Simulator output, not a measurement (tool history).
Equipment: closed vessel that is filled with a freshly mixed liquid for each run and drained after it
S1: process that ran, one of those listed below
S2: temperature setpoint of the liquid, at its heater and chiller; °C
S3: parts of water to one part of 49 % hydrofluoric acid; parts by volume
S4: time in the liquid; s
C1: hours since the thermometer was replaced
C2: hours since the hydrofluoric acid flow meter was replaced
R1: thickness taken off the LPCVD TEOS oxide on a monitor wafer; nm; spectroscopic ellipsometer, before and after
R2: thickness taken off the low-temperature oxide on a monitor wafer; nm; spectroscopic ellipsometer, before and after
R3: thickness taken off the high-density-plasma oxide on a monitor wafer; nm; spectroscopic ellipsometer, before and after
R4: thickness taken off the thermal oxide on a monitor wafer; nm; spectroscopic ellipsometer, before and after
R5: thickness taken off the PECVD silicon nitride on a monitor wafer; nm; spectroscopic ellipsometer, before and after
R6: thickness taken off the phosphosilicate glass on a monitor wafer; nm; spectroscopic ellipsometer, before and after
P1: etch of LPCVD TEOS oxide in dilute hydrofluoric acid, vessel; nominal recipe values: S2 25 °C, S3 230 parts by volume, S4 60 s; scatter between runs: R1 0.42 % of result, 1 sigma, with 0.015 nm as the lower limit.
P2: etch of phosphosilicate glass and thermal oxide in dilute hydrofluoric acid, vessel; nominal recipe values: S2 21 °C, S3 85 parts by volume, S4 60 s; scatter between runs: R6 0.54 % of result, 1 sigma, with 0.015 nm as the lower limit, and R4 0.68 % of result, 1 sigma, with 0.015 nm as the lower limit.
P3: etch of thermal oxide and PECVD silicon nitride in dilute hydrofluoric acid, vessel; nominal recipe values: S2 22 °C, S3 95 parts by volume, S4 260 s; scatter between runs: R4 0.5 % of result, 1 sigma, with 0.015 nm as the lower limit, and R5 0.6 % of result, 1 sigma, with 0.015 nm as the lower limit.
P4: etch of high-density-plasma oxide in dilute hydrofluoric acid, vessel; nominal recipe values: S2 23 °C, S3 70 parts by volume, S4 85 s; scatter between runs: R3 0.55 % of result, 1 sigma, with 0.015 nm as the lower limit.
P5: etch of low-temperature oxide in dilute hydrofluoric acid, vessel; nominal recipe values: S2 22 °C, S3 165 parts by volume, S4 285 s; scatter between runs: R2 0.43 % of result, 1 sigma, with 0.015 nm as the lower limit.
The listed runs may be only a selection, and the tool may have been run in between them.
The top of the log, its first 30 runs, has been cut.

run	hour	S1	S2	S3	S4	C1	C2	R1	R2	R3	R4	R5	R6
31	281.8	P3	22	95	260	1231.7	232.6				11.323	4.1396	
32	295.3	P4	30.5	70	85	1245.2	246.1			11.212			
33	302.4	P1	25	230	60	1252.3	253.2	6.5598					
34	311.4	P1	25	230	60	1261.3	262.2	6.7488					
35	323.8	P1	25	230	60	1273.7	274.6	6.8542					
36	331.3	P1	25	230	60	1281.2	282.1	6.9288					
37	342.8	P1	25	230	60	1292.7	293.6	7.0251					
38	349.4	P1	25	230	60	1299.3	300.2	7.0494					
39	358.8	P1	25	230	60	1308.7	309.6	7.0157					
40	370.2	P1	25	230	60	1320.1	321	7.025					
41	379.8	P1	25	230	60	1329.7	330.6	7.0967					
42	392.2	P1	25	230	60	1342.1	343	7.1326					

Run 43 comes next. What will it give?
43	402.4	P1	25	230	60	1352.3	353.2	?					

R1: 7.1069 nm
